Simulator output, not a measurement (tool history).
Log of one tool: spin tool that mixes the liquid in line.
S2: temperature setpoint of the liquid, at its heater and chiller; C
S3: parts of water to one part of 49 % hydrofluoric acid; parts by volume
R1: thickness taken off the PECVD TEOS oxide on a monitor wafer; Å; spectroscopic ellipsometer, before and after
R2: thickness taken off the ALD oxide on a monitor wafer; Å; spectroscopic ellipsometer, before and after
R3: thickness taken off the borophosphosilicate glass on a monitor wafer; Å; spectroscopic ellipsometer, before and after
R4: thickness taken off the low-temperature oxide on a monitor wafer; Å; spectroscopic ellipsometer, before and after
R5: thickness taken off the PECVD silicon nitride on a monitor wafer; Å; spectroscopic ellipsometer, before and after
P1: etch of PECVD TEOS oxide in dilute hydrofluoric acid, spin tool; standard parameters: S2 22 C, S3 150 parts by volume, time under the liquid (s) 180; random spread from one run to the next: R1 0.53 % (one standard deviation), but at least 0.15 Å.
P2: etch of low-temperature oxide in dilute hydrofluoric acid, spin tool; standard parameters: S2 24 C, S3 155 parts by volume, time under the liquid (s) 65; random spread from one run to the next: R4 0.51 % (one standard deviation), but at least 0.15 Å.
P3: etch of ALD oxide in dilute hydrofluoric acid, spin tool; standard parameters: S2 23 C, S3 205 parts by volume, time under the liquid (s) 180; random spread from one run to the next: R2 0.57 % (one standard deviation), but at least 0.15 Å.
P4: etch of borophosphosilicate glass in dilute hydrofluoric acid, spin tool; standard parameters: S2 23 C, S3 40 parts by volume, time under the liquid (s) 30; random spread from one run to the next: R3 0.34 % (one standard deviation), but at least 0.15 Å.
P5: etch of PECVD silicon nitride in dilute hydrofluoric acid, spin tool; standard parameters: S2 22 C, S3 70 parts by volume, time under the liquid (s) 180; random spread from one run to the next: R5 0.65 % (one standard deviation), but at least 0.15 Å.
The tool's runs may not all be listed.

{"run": 1, "day": 0.475, "process that ran": "P1", "S2": 22, "S3": 150, "time under the liquid (s)": 180, "R1": 108.01}
{"run": 2, "day": 0.796, "process that ran": "P3", "S2": 23, "S3": 205, "time under the liquid (s)": 15, "R2": 13.571}
{"run": 3, "day": 1.042, "process that ran": "P4", "S2": 23, "S3": 40, "time under the liquid (s)": 30, "R3": 455.41}
{"run": 4, "day": 1.396, "process that ran": "P2", "S2": 17, "S3": 155, "time under the liquid (s)": 65, "R4": 32.441}
{"run": 5, "day": 1.858, "process that ran": "P1", "S2": 22, "S3": 150, "time under the liquid (s)": 80, "R1": 47.718}
{"run": 6, "day": 2.279, "process that ran": "P5", "S2": 29, "S3": 70, "time under the liquid (s)": 180, "R5": 60.683}
{"run": 7, "day": 2.662, "process that ran": "P4", "S2": 30.5, "S3": 40, "time under the liquid (s)": 30, "R3": 616.38}
{"run": 8, "day": 2.917, "process that ran": "P5", "S2": 22, "S3": 70, "time under the liquid (s)": 30, "R5": 6.3465}
{"run": 9, "day": 3.371, "process that ran": "P3", "S2": 23, "S3": 205, "time under the liquid (s)": 180, "R2": 163.74}
{"run": 10, "day": 3.858, "process that ran": "P1", "S2": 22, "S3": 150, "time under the liquid (s)": 180, "R1": 107.65}
{"run": 11, "day": 4.142, "process that ran": "P3", "S2": 23, "S3": 205, "time under the liquid (s)": 180, "R2": 164.34}
{"run": 12, "day": 4.633, "process that ran": "P4", "S2": 23, "S3": 40, "time under the liquid (s)": 30, "R3": 455.07}
{"run": 13, "day": 4.983, "process that ran": "P3", "S2": 23, "S3": 370, "time under the liquid (s)": 180, "R2": 77.516}
{"run": 14, "day": 5.321, "process that ran": "P1", "S2": 22, "S3": 150, "time under the liquid (s)": 180, "R1": 107.2}
{"run": 15, "day": 5.679, "process that ran": "P1", "S2": 22, "S3": 150, "time under the liquid (s)": 180, "R1": 107.81}
{"run": 16, "day": 5.929, "process that ran": "P2", "S2": 24, "S3": 30, "time under the liquid (s)": 65, "R4": 255.56}
{"run": 17, "day": 6.35, "process that ran": "P2", "S2": 24, "S3": 155, "time under the liquid (s)": 65, "R4": 42.404}
{"run": 18, "day": 6.583, "process that ran": "P1", "S2": 22, "S3": 150, "time under the liquid (s)": 325, "R1": 193.95}
{"run": 19, "day": 7.008, "process that ran": "P1", "S2": 22, "S3": 225, "time under the liquid (s)": 105, "R1": 38.362}
{"run": 20, "day": 7.267, "process that ran": "P2", "S2": 24, "S3": 155, "time under the liquid (s)": 15, "R4": 9.99}
{"run": 21, "day": 7.583, "process that ran": "P1", "S2": 22, "S3": 150, "time under the liquid (s)": 180, "R1": 107.64}
{"run": 22, "day": 7.821, "process that ran": "P1", "S2": 22, "S3": 40, "time under the liquid (s)": 20, "R1": 50.913}
{"run": 23, "day": 8.304, "process that ran": "P1", "S2": 29, "S3": 150, "time under the liquid (s)": 180, "R1": 140.56}
{"run": 24, "day": 8.65, "process that ran": "P1", "S2": 17, "S3": 150, "time under the liquid (s)": 180, "R1": 88.654}
{"run": 25, "day": 8.908, "process that ran": "P3", "S2": 17, "S3": 205, "time under the liquid (s)": 180, "R2": 130.52}
{"day": 9.079, "done": "hydrofluoric acid flow meter replaced"}
{"run": 26, "day": 9.162, "process that ran": "P5", "S2": 22, "S3": 70, "time under the liquid (s)": 180, "R5": 38.28}
{"run": 27, "day": 9.596, "process that ran": "P1", "S2": 22, "S3": 60, "time under the liquid (s)": 180, "R1": 302.61}
{"run": 28, "day": 10.029, "process that ran": "P5", "S2": 22, "S3": 130, "time under the liquid (s)": 180, "R5": 21.199}
{"run": 29, "day": 10.308, "process that ran": "P4", "S2": 23, "S3": 40, "time under the liquid (s)": 15, "R3": 226.55}
{"run": 30, "day": 10.796, "process that ran": "P1", "S2": 22, "S3": 255, "time under the liquid (s)": 180, "R1": 56.958}
{"run": 31, "day": 11.054, "process that ran": "P1", "S2": 22, "S3": 150, "time under the liquid (s)": 180, "R1": 107}
{"run": 32, "day": 11.354, "process that ran": "P1", "S2": 28, "S3": 90, "time under the liquid (s)": 180, "R1": 243.77}
{"run": 33, "day": 11.596, "process that ran": "P4", "S2": 23, "S3": 70, "time under the liquid (s)": 30, "R3": 248.36}
{"run": 34, "day": 11.817, "process that ran": "P1", "S2": 22, "S3": 150, "time under the liquid (s)": 180, "R1": 108.13}
{"run": 35, "day": 12.304, "process that ran": "P1", "S2": 22, "S3": 150, "time under the liquid (s)": 180, "R1": 111.32}
{"run": 36, "day": 12.746, "process that ran": "P1", "S2": 22, "S3": 150, "time under the liquid (s)": 180, "R1": 113.83}

Run 37 comes next. What will it give?
{"run": 37, "day": 13.221, "process that ran": "P1", "S2": 22, "S3": 150, "time under the liquid (s)": 180, "R1": "?"}

{"run 37": {"R1": 115.7}}
